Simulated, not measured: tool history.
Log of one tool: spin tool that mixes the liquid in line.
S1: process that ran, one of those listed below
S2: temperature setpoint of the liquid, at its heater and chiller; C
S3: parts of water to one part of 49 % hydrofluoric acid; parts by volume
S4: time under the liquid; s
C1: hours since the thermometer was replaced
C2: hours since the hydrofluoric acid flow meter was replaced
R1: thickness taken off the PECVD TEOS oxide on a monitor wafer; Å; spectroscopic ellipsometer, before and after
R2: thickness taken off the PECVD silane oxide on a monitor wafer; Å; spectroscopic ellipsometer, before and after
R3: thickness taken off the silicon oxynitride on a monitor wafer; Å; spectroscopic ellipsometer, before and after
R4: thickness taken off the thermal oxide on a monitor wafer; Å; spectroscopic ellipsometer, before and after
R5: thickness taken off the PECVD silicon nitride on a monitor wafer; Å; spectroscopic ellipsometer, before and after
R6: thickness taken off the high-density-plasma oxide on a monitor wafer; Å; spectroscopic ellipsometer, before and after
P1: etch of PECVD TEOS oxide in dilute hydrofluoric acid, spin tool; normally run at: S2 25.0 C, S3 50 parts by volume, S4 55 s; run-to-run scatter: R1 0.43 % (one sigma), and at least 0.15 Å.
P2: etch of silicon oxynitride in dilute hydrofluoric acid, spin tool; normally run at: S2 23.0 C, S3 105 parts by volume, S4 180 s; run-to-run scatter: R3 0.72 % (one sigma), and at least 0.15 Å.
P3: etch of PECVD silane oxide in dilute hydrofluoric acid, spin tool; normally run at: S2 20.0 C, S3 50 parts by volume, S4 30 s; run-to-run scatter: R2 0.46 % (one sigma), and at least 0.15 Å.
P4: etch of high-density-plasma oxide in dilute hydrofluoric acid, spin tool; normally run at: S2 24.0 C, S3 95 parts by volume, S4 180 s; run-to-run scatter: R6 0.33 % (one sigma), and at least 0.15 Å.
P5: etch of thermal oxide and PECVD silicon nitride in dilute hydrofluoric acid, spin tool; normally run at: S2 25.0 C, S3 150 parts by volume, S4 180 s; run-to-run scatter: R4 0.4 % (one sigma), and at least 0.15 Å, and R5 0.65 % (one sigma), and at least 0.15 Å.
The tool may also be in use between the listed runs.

run   hour  S1    S2   S3   S4      C1      C2       R1      R2      R3      R4      R5       R6
  1    6.3  P1  25.0   50   55  1030.8   960.8  184.860
  2   13.0  P1  25.0   50   95  1037.5   967.5  319.200
  3   18.3  P1  25.0   50   55  1042.8   972.8  185.420
  4   26.0  P3  17.0   50   30  1050.5   980.5           237.73
  5   34.8  P1  25.0   50   15  1059.3   989.3   50.782
  6   43.9  P1  25.0   75   55  1068.4   998.4  119.370
  7   50.3  P1  25.0   50   55  1074.8  1004.8  185.250
      55.6  -- thermometer replaced
  8   58.9  P2  19.0  105  180     3.3  1013.4                   28.737
  9   67.9  P3  20.0   50   60    12.3  1022.4           541.00
 10   78.8  P1  25.0   25   15    23.2  1033.3  103.900
 11   90.6  P5  25.0  150  180    35.0  1045.1                           56.485  32.318
 12   98.6  P4  24.0   95  180    43.0  1053.1                                            95.672
 13  109.8  P1  30.5   50   55    54.2  1064.3  231.680
 14  119.8  P5  28.5  150  180    64.2  1074.3                           64.661  40.361
 15  130.8  P2  23.0  105  180    75.2  1085.3                   34.313
 16  139.5  P1  25.0   50   55    83.9  1094.0  185.390
 17  148.7  P1  20.0   50   25    93.1  1103.2   68.337
 18  160.4  P3  20.0   50   30   104.8  1114.9           270.46
 19  167.1  P3  20.0   20   30   111.5  1121.6           702.70
 20  178.3  P4  30.5   95  180   122.7  1132.8                                           122.870
 21  184.5  P1  25.0   50   55   128.9  1139.0  186.130
 22  191.2  P2  23.0  105  340   135.6  1145.7                   67.063
 23  196.5  P5  25.0  150  180   140.9  1151.0                           56.786  33.029
 24  205.8  P2  23.0  185  180   150.2  1160.3                   18.900
 25  213.2  P1  25.0   20   55   157.6  1167.7  485.070
 26  220.2  P4  24.0   95  180   164.6  1174.7                                            96.141
 27  227.6  P1  18.0   50   55   172.0  1182.1  138.060
 28  238.7  P3  20.0   50   30   183.1  1193.2           272.25
 29  249.5  P5  25.0  150   35   193.9  1204.0                           10.949   6.438
 30  258.3  P1  25.0   50   55   202.7  1212.8  185.220
 31  269.9  P4  24.0   95   80   214.3  1224.4                                            42.568
 32  278.9  P5  25.0  265  180   223.3  1233.4                           28.201  18.285
 33  286.4  P1  25.0   20   30   230.8  1240.9  264.950
 34  294.3  P4  24.0  135  180   238.7  1248.8                                            64.128
 35  302.3  P1  25.0   50   55   246.7  1256.8  185.650
 36  312.9  P1  25.0   50   55   257.3  1267.4  195.350
 37  320.1  P1  25.0   50   55   264.5  1274.6  200.320
 38  325.5  P1  25.0   50   55   269.9  1280.0  200.890
 39  330.8  P1  25.0   50   55   275.2  1285.3  201.910
 40  339.2  P1  25.0   50   55   283.6  1293.7  203.720
 41  344.7  P1  25.0   50   55   289.1  1299.2  204.770
 42  353.9  P1  25.0   50   55   298.3  1308.4  204.930

What P1 gives has crept away from where it was. These 2 causes fit the log equally well, each at the size given:
A: liquid hotter than its thermometer reads (K) = 2.45
B: hydrofluoric acid flow above the setpoint (%) = 9.71
The creep began at about hour 302.3.

4 check runs are offered, one wafer each, their results left as question marks. Which one tells the causes apart?
check 1  363.1  P3  20.0   50   30               ?
check 2  363.1  P5  25.0  150  180                       ?   ?
check 3  363.1  P4  24.0   95  180                               ?
check 4  363.1  P2  23.0  105  180                   ?

What each check would give under each cause:
  check  result     if A     if B
check 1      R2   300.91   299.42
check 2      R4   61.961   63.012
check 2      R5   37.844   35.535
check 3      R6  105.740  106.460
check 4      R3   39.266   38.678
How far apart the two closest causes lie, in the result that separates them most: check 1 0.5 %; check 2 6.3 %; check 3 0.68 %; check 4 1.51 %
Check 2 tells the causes apart: in the others they would give nearly the same result.

Then check 2 was run and gave: R4 61.942 Å; R5 37.744 Å. Which cause is it?

It is A: liquid hotter than its thermometer reads (K).

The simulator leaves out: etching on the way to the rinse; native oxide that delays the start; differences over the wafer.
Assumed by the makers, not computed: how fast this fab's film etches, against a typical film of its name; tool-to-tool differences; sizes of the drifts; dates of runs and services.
